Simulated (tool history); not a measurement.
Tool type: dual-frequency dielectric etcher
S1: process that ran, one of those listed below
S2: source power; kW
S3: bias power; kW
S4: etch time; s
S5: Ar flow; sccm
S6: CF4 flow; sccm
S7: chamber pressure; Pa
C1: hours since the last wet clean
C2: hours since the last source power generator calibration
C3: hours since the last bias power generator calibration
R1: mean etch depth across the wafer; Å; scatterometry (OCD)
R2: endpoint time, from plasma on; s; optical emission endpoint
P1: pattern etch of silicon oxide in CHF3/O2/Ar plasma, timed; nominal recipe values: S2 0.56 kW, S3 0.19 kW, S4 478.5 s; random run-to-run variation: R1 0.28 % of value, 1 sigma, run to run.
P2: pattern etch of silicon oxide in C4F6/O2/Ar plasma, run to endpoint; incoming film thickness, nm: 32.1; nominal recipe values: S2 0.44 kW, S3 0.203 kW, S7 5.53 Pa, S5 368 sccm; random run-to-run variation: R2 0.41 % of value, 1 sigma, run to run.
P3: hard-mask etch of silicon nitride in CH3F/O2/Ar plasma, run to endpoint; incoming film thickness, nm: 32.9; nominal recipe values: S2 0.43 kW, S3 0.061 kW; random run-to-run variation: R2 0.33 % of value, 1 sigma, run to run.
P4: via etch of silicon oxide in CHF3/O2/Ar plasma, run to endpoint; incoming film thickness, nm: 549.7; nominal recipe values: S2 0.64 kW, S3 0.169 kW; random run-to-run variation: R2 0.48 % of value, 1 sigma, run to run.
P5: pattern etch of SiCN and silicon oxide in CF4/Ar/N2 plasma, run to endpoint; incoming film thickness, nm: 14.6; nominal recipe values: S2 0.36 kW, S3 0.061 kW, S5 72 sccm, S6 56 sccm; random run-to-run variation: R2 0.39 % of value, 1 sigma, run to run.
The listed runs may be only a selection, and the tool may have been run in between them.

Run 1, hour 10.5: S1 P1, S2 0.56 kW, S3 0.19 kW, S4 478.5 s; C1 220.4; C2 1492; C3 2837.2. Result: R1 9351.4 Å.
Run 2, hour 25.1: S1 P5, S2 0.36 kW, S3 0.061 kW, S5 72 sccm, S6 56 sccm; C1 235; C2 1506.6; C3 2851.8. Result: R2 21.393 s.
Run 3, hour 38.7: S1 P3, S2 0.58 kW, S3 0.061 kW; C1 248.6; C2 1520.2; C3 2865.4. Result: R2 43.075 s.
Run 4, hour 49.1: S1 P1, S2 0.56 kW, S3 0.144 kW, S4 478.5 s; C1 259; C2 1530.6; C3 2875.8. Result: R1 8564.5 Å.
Run 5, hour 62.4: S1 P5, S2 0.36 kW, S3 0.061 kW, S5 72 sccm, S6 41 sccm; C1 272.3; C2 1543.9; C3 2889.1. Result: R2 22.557 s.
Run 6, hour 73.9: S1 P2, S2 0.44 kW, S3 0.203 kW, S5 368 sccm, S7 7.53 Pa; C1 283.8; C2 1555.4; C3 2900.6. Result: R2 10.292 s.
Run 7, hour 88.1: S1 P1, S2 0.56 kW, S3 0.233 kW, S4 478.5 s; C1 298; C2 1569.6; C3 2914.8. Result: R1 10033 Å.
Run 8, hour 97.2: S1 P2, S2 0.44 kW, S3 0.203 kW, S5 368 sccm, S7 5.53 Pa; C1 307.1; C2 1578.7; C3 2923.9. Result: R2 9.9293 s.
Run 9, hour 108.9: S1 P1, S2 0.56 kW, S3 0.19 kW, S4 263 s; C1 318.8; C2 1590.4; C3 2935.6. Result: R1 5133.7 Å.
Run 10, hour 119.9: S1 P3, S2 0.43 kW, S3 0.061 kW; C1 329.8; C2 1601.4; C3 2946.6. Result: R2 48.363 s.
Run 11, hour 136.9: S1 P5, S2 0.36 kW, S3 0.061 kW, S5 92 sccm, S6 56 sccm; C1 346.8; C2 1618.4; C3 2963.6. Result: R2 22.433 s.
Run 12, hour 150.9: S1 P5, S2 0.36 kW, S3 0.061 kW, S5 72 sccm, S6 56 sccm; C1 360.8; C2 1632.4; C3 2977.6. Result: R2 21.34 s.
Run 13, hour 164.3: S1 P1, S2 0.56 kW, S3 0.159 kW, S4 278.5 s; C1 374.2; C2 1645.8; C3 2991. Result: R1 5173.7 Å.
Run 14, hour 172.1: S1 P4, S2 0.64 kW, S3 0.225 kW; C1 382; C2 1653.6; C3 2998.8. Result: R2 255.51 s.
Run 15, hour 184.3: S1 P2, S2 0.26 kW, S3 0.203 kW, S5 368 sccm, S7 5.53 Pa; C1 394.2; C2 1665.8; C3 3011. Result: R2 12.219 s.
Run 16, hour 198.9: S1 P1, S2 0.56 kW, S3 0.19 kW, S4 478.5 s; C1 408.8; C2 1680.4; C3 3025.6. Result: R1 9365.2 Å.
Run 17, hour 212.8: S1 P5, S2 0.22 kW, S3 0.061 kW, S5 72 sccm, S6 56 sccm; C1 422.7; C2 1694.3; C3 3039.5. Result: R2 32.977 s.
Run 18, hour 220.4: S1 P3, S2 0.43 kW, S3 0.061 kW; C1 430.3; C2 1701.9; C3 3047.1. Result: R2 48.419 s.
Run 19, hour 234.6: S1 P1, S2 0.36 kW, S3 0.19 kW, S4 478.5 s; C1 444.5; C2 1716.1; C3 3061.3. Result: R1 7945.4 Å.
Run 20, hour 248.6: S1 P2, S2 0.44 kW, S3 0.279 kW, S5 368 sccm, S7 5.53 Pa; C1 458.5; C2 1730.1; C3 3075.3. Result: R2 8.9623 s.
Run 21, hour 263: S1 P4, S2 0.38 kW, S3 0.169 kW; C1 472.9; C2 1744.5; C3 3089.7. Result: R2 340.56 s.
Run 22, hour 280.1: S1 P5, S2 0.36 kW, S3 0.082 kW, S5 72 sccm, S6 56 sccm; C1 490; C2 1761.6; C3 3106.8. Result: R2 19.344 s.
Run 23, hour 291.7: S1 P2, S2 0.44 kW, S3 0.203 kW, S5 368 sccm, S7 5.53 Pa; C1 501.6; C2 1773.2; C3 3118.4. Result: R2 9.9236 s.
Run 24, hour 306.5: S1 P1, S2 0.72 kW, S3 0.19 kW, S4 478.5 s; C1 516.4; C2 1788; C3 3133.2. Result: R1 10332 Å.
Run 25, hour 317.6: S1 P3, S2 0.43 kW, S3 0.082 kW; C1 527.5; C2 1799.1; C3 3144.3. Result: R2 43.622 s.
Run 26, hour 331: S1 P4, S2 0.64 kW, S3 0.169 kW; C1 540.9; C2 1812.5; C3 3157.7. Result: R2 281.22 s.
Run 27, hour 346.6: S1 P1, S2 0.56 kW, S3 0.19 kW, S4 478.5 s; C1 556.5; C2 1828.1; C3 3173.3. Result: R1 9409.2 Å.
Run 28, hour 355.8: S1 P1, S2 0.56 kW, S3 0.19 kW, S4 609 s; C1 565.7; C2 1837.3; C3 3182.5. Result: R1 11949 Å.
Run 29, hour 365: S1 P1, S2 0.56 kW, S3 0.19 kW, S4 478.5 s; C1 574.9; C2 1846.5; C3 3191.7. Result: R1 9403 Å.
Run 30, hour 376.3: S1 P2, S2 0.44 kW, S3 0.203 kW, S5 265 sccm, S7 5.53 Pa; C1 586.2; C2 1857.8; C3 3203. Result: R2 9.6324 s.
Run 31, hour 384.5: S1 P1, S2 0.56 kW, S3 0.19 kW, S4 478.5 s; C1 594.4; C2 1866; C3 3211.2. Result: R1 9423.4 Å.
Run 32, hour 401.6: S1 P1, S2 0.56 kW, S3 0.19 kW, S4 478.5 s; C1 611.5; C2 1883.1; C3 3228.3. Result: R1 9333.1 Å.
Run 33, hour 413.4: S1 P1, S2 0.56 kW, S3 0.19 kW, S4 478.5 s; C1 623.3; C2 1894.9; C3 3240.1. Result: R1 9411.3 Å.
Run 34, hour 421.1: S1 P1, S2 0.56 kW, S3 0.19 kW, S4 478.5 s; C1 631; C2 1902.6; C3 3247.8. Result: R1 9494.1 Å.
Run 35, hour 433.7: S1 P1, S2 0.56 kW, S3 0.19 kW, S4 478.5 s; C1 643.6; C2 1915.2; C3 3260.4. Result: R1 9518.2 Å.
At hour 441.9: wet clean of the chamber.
Run 36, hour 445.2: S1 P1, S2 0.56 kW, S3 0.19 kW, S4 478.5 s; C1 3.3; C2 1926.7; C3 3271.9. Result: R1 9495 Å.
Run 37, hour 461: S1 P1, S2 0.56 kW, S3 0.19 kW, S4 478.5 s; C1 19.1; C2 1942.5; C3 3287.7. Result: R1 9497 Å.
Run 38, hour 478: S1 P1, S2 0.56 kW, S3 0.19 kW, S4 478.5 s; C1 36.1; C2 1959.5; C3 3304.7. Result: R1 9516 Å.
Run 39, hour 493.2: S1 P1, S2 0.56 kW, S3 0.19 kW, S4 478.5 s; C1 51.3; C2 1974.7; C3 3319.9. Result: R1 9519.7 Å.
Run 40, hour 509.3: S1 P1, S2 0.56 kW, S3 0.19 kW, S4 478.5 s; C1 67.4; C2 1990.8; C3 3336. Result: R1 9490.8 Å.

What P1 gives has crept off from where it sat before. The 2 causes that follow fit the log equally well, each at the size noted:
A: bias power that arrives over what is set, % = 4.46
B: source power that arrives over what is set, % = 4.01
The creep began at about hour 401.6.
Other possible causes, and why each is ruled out:
chamber walls in a state that raises the etch rate, %: serviced at hour 441.9, after the drift had started, without restoring the earlier output

Consider the 4 check runs below, whose results appear as question marks and each of which averages 2 wafers. Which one distinguishes the causes, in that each cause would give it a clearly different result?
Run check 1, hour 525.4: S1 P2, S2 0.44 kW, S3 0.203 kW, S5 368 sccm, S7 5.53 Pa. Result: R2 ?.
Run check 2, hour 525.4: S1 P5, S2 0.36 kW, S3 0.061 kW, S5 72 sccm, S6 56 sccm. Result: R2 ?.
Run check 3, hour 525.4: S1 P3, S2 0.43 kW, S3 0.061 kW. Result: R2 ?.
Run check 4, hour 525.4: S1 P4, S2 0.64 kW, S3 0.169 kW. Result: R2 ?.

What every check run would give for each of its results, assuming each possible cause in turn:
  check  result    if A    if B
check 1      R2  9.8421  9.8309
check 2      R2  21.066  20.637
check 3      R2  47.575   47.54
check 4      R2  275.54  275.36
Minimum pairwise separation of causes per check, each pair taken at its best-separating result: check 1 0.11 %; check 2 2.06 %; check 3 0.08 %; check 4 0.06 %
Check 2 is the one run that separates the causes; every other check would come out nearly the same whichever cause is at work.

Then check 2 was run and gave: R2 21.162 s. Which cause is it?

A is the cause: bias power that arrives over what is set, %.

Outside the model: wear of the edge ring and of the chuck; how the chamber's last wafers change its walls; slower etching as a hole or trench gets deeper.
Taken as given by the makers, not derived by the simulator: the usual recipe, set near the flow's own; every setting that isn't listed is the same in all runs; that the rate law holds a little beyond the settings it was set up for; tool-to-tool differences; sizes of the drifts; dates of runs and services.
